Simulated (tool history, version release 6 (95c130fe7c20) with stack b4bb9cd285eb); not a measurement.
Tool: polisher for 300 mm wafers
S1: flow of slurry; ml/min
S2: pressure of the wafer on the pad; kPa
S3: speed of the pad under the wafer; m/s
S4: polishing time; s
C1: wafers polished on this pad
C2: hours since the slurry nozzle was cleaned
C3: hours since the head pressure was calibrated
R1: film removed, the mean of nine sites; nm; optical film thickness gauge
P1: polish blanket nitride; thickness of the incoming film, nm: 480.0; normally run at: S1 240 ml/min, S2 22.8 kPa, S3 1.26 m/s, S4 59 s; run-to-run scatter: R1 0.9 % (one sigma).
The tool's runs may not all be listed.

run,hour,S1,S2,S3,S4,C1,C2,C3,R1
1,4.8,240,22.8,1.26,59,341,119.1,273.7,97.325
2,7.1,240,22.8,0.56,59,366,121.4,276,50.568
3,11.5,240,22.8,1.26,59,414,125.8,280.4,97.655
4,15,240,31,1.26,59,452,129.3,283.9,133
5,19.2,240,22.8,1.26,41,498,133.5,288.1,67.79
6,22.7,240,22.8,0.74,80,536,137,291.6,85.758
7,26.3,145,22.8,1.26,59,576,140.6,295.2,89.211
8,29.2,240,22.8,1.26,59,607,143.5,298.1,97.983
9,34,240,22.8,1.88,59,660,148.3,302.9,134.39
10,36.9,320,22.8,1.26,59,691,151.2,305.8,99.555
11,39.8,240,22.8,1.26,88,723,154.1,308.7,146.42
12,44.2,240,22.8,1.26,59,771,158.5,313.1,95.404
13,48.8,240,22.8,1.26,59,821,163.1,317.7,97.887
14,51.2,240,22.8,1.26,59,848,165.5,320.1,97.515
15,55,240,16.5,1.26,59,889,169.3,323.9,70.345
16,59,240,22.8,1.26,59,933,173.3,327.9,96.879
17,61.9,240,22.8,1.26,59,964,176.2,330.8,96.833
18,66,240,22.8,1.26,59,1009,180.3,334.9,96.864
19,70.1,240,22.8,1.26,59,1054,184.4,339,93.15
20,73.9,240,22.8,1.26,59,1096,188.2,342.8,93.485
21,77.4,240,22.8,1.26,59,1134,191.7,346.3,92.507
# hour 78: worn pad replaced by a new one
22,79.7,240,22.8,1.26,59,18,194,348.6,91.822
23,83.5,240,22.8,1.26,59,60,197.8,352.4,91.563
24,86.2,240,22.8,1.26,59,89,200.5,355.1,89.622
25,91,240,22.8,1.26,59,142,205.3,359.9,90.262
26,94,240,22.8,1.26,59,175,208.3,362.9,90.562
27,97.8,240,22.8,1.26,59,216,212.1,366.7,89.257
28,101.4,240,22.8,1.26,59,255,215.7,370.3,88.728

What P1 gives has crept away from where it was. These 2 causes fit the log equally well, each at the size given:
A: slurry flow missing at the pad, % = 39.9
B: head's pressure below its setpoint, % = 7.05
The creep began at about hour 61.9.
Why every other cause is out:
removal rate lost through wear of the pad, %: serviced at hour 78, which brought nothing back

4 check runs are offered, each on 5 wafers whose results are averaged, their results left as question marks. Which one tells the causes apart?
check 1,105,165,22.8,1.26,81,,,,?
check 2,105,240,22.8,1.26,42,,,,?
check 3,105,240,22.8,1.68,59,,,,?
check 4,105,240,22.8,0.7,59,,,,?

What each check would give under each cause:
check,result,if A,if B
check 1,R1,114.32,117.83
check 2,R1,64.248,64.252
check 3,R1,113.61,113.62
check 4,R1,56.396,56.399
How far apart the two closest causes lie, in the result that separates them most: check 1 3.02 %; check 2 0.01 %; check 3 0.01 %; check 4 0.01 %
Only check 1 tells the causes apart: in the others they would give nearly the same result.

Then check 1 was run and gave: R1 114.02 nm. Which cause is it?

It is A: slurry flow missing at the pad, %.
